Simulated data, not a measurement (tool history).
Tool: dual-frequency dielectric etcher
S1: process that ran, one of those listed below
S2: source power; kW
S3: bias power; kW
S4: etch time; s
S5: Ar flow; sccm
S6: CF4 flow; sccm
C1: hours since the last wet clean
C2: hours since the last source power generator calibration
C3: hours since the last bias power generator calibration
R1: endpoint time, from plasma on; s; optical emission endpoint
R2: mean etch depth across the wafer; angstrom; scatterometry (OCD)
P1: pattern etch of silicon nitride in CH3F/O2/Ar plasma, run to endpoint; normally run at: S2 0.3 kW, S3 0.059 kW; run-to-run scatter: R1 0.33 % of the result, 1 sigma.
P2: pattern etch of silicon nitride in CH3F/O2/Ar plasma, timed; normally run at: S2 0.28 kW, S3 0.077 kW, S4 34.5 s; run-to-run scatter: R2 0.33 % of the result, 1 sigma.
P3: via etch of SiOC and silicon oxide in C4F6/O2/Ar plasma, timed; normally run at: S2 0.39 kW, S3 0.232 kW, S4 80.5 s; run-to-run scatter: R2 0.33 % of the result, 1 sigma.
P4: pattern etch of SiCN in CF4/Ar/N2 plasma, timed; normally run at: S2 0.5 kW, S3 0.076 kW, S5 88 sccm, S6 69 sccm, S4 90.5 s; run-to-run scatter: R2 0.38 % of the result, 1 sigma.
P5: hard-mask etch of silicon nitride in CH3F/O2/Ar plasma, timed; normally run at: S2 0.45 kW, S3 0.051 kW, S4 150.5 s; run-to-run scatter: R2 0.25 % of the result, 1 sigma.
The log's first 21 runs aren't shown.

{"run": 22, "hour": 137.7, "S1": "P4", "S2": 0.5, "S3": 0.044, "S4": 90.5, "S5": 88, "S6": 69, "C1": 336.9, "C2": 833.4, "C3": 2601.5, "R2": 755.34}
{"run": 23, "hour": 145.2, "S1": "P4", "S2": 0.36, "S3": 0.076, "S4": 90.5, "S5": 88, "S6": 69, "C1": 344.4, "C2": 840.9, "C3": 2609, "R2": 675.76}
{"run": 24, "hour": 149.9, "S1": "P4", "S2": 0.5, "S3": 0.076, "S4": 90.5, "S5": 56, "S6": 69, "C1": 349.1, "C2": 845.6, "C3": 2613.7, "R2": 956.79}
{"run": 25, "hour": 158.2, "S1": "P5", "S2": 0.57, "S3": 0.051, "S4": 150.5, "C1": 357.4, "C2": 853.9, "C3": 2622, "R2": 1111.6}
{"run": 26, "hour": 165.4, "S1": "P3", "S2": 0.39, "S3": 0.232, "S4": 80.5, "C1": 364.6, "C2": 861.1, "C3": 2629.2, "R2": 989.82}
{"run": 27, "hour": 172.4, "S1": "P1", "S2": 0.3, "S3": 0.059, "C1": 371.6, "C2": 868.1, "C3": 2636.2, "R1": 83.959}
{"run": 28, "hour": 181.3, "S1": "P3", "S2": 0.39, "S3": 0.149, "S4": 80.5, "C1": 380.5, "C2": 877, "C3": 2645.1, "R2": 857.41}
{"run": 29, "hour": 185.6, "S1": "P1", "S2": 0.3, "S3": 0.059, "C1": 384.8, "C2": 881.3, "C3": 2649.4, "R1": 83.54}
{"run": 30, "hour": 191.3, "S1": "P5", "S2": 0.45, "S3": 0.071, "S4": 150.5, "C1": 390.5, "C2": 887, "C3": 2655.1, "R2": 1123.9}
{"run": 31, "hour": 196.2, "S1": "P1", "S2": 0.18, "S3": 0.059, "C1": 395.4, "C2": 891.9, "C3": 2660, "R1": 102.27}

Forecast run 32:
{"run": 32, "hour": 205.2, "S1": "P1", "S2": 0.3, "S3": 0.059, "C1": 404.4, "C2": 900.9, "C3": 2669, "R1": "?"}

Run 32 gave R1 84.025 s.
